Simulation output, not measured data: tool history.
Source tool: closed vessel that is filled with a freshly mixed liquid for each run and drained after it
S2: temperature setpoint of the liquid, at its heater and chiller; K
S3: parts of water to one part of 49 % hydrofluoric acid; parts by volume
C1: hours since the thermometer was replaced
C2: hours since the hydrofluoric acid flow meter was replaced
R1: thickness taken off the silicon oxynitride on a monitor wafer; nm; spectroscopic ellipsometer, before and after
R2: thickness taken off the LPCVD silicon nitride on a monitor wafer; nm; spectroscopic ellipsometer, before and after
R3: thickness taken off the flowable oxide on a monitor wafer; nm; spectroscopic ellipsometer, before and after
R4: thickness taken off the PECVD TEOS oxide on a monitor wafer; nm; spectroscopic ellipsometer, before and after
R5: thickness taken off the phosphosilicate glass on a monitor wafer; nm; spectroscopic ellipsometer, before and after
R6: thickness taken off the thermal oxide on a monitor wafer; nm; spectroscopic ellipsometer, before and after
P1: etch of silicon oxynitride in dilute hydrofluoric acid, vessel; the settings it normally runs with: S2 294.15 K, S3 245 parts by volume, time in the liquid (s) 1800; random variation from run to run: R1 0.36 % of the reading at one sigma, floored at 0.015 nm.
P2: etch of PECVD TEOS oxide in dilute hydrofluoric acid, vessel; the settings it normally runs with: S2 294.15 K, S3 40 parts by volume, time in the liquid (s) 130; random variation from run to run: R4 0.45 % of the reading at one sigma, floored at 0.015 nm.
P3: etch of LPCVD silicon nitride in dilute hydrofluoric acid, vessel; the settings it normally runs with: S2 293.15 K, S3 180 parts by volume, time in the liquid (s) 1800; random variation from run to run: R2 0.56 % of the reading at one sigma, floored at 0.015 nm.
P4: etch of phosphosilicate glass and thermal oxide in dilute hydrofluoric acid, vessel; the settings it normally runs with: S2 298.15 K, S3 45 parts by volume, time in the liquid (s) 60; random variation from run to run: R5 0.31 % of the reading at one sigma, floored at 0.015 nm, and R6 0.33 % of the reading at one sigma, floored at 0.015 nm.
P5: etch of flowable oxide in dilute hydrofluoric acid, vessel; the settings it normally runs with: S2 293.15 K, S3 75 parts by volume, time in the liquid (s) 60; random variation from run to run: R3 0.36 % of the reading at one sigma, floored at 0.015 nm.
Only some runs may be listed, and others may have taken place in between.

run 1 hour=5 | process_that_ran=P1 S2=294.15 S3=245 time_in_the_liquid_(s)=1800 | C1=630.2 C2=234.3 | R1=16.154
run 2 hour=14 | process_that_ran=P1 S2=294.15 S3=410 time_in_the_liquid_(s)=1800 | C1=639.2 C2=243.3 | R1=8.7216
run 3 hour=20.7 | process_that_ran=P1 S2=294.15 S3=245 time_in_the_liquid_(s)=1800 | C1=645.9 C2=250 | R1=16.141
run 4 hour=25.3 | process_that_ran=P1 S2=294.15 S3=245 time_in_the_liquid_(s)=1800 | C1=650.5 C2=254.6 | R1=16.197
run 5 hour=32.8 | process_that_ran=P3 S2=293.15 S3=90 time_in_the_liquid_(s)=1800 | C1=658 C2=262.1 | R2=7.1603
run 6 hour=40.9 | process_that_ran=P5 S2=293.15 S3=75 time_in_the_liquid_(s)=30 | C1=666.1 C2=270.2 | R3=19.067
run 7 hour=49.3 | process_that_ran=P1 S2=290.65 S3=60 time_in_the_liquid_(s)=1800 | C1=674.5 C2=278.6 | R1=63.314
run 8 hour=53.8 | process_that_ran=P3 S2=293.15 S3=180 time_in_the_liquid_(s)=1800 | C1=679 C2=283.1 | R2=3.6643
run 9 hour=61.5 | process_that_ran=P1 S2=298.65 S3=245 time_in_the_liquid_(s)=1800 | C1=686.7 C2=290.8 | R1=19.617
run 10 hour=69.2 | process_that_ran=P1 S2=294.15 S3=245 time_in_the_liquid_(s)=1800 | C1=694.4 C2=298.5 | R1=16.209
run 11 hour=75 | process_that_ran=P2 S2=294.15 S3=20 time_in_the_liquid_(s)=130 | C1=700.2 C2=304.3 | R4=88.72
run 12 hour=81.2 | process_that_ran=P5 S2=293.15 S3=75 time_in_the_liquid_(s)=60 | C1=706.4 C2=310.5 | R3=38.322
run 13 hour=86.6 | process_that_ran=P3 S2=299.65 S3=180 time_in_the_liquid_(s)=1800 | C1=711.8 C2=315.9 | R2=5.4888
run 14 hour=91.1 | process_that_ran=P2 S2=294.15 S3=40 time_in_the_liquid_(s)=30 | C1=716.3 C2=320.4 | R4=9.9857
run 15 hour=99.1 | process_that_ran=P1 S2=294.15 S3=245 time_in_the_liquid_(s)=1020 | C1=724.3 C2=328.4 | R1=9.1655
run 16 hour=107.2 | process_that_ran=P1 S2=294.15 S3=245 time_in_the_liquid_(s)=1800 | C1=732.4 C2=336.5 | R1=16.141
run 17 hour=112.8 | process_that_ran=P3 S2=293.15 S3=180 time_in_the_liquid_(s)=3375 | C1=738 C2=342.1 | R2=6.7934
run 18 hour=121.9 | process_that_ran=P4 S2=298.15 S3=70 time_in_the_liquid_(s)=60 | C1=747.1 C2=351.2 | R5=53.983 R6=4.4715
run 19 hour=130.6 | process_that_ran=P4 S2=298.15 S3=45 time_in_the_liquid_(s)=30 | C1=755.8 C2=359.9 | R5=43.424 R6=3.5694
run 20 hour=137.5 | process_that_ran=P1 S2=294.15 S3=70 time_in_the_liquid_(s)=1800 | C1=762.7 C2=366.8 | R1=63.938
run 21 hour=145.1 | process_that_ran=P4 S2=298.15 S3=45 time_in_the_liquid_(s)=60 | C1=770.3 C2=374.4 | R5=87.344 R6=7.2166
run 22 hour=151.4 | process_that_ran=P3 S2=293.15 S3=180 time_in_the_liquid_(s)=1800 | C1=776.6 C2=380.7 | R2=3.6329
run 23 hour=159.9 | process_that_ran=P5 S2=300.15 S3=75 time_in_the_liquid_(s)=60 | C1=785.1 C2=389.2 | R3=50.962

Estimate the outcome of run 24 from the log above:
run 24 hour=165.1 | process_that_ran=P5 S2=293.15 S3=35 time_in_the_liquid_(s)=60 | C1=790.3 C2=394.4 | R3=?

Run 24 gave R3 86.133 nm.

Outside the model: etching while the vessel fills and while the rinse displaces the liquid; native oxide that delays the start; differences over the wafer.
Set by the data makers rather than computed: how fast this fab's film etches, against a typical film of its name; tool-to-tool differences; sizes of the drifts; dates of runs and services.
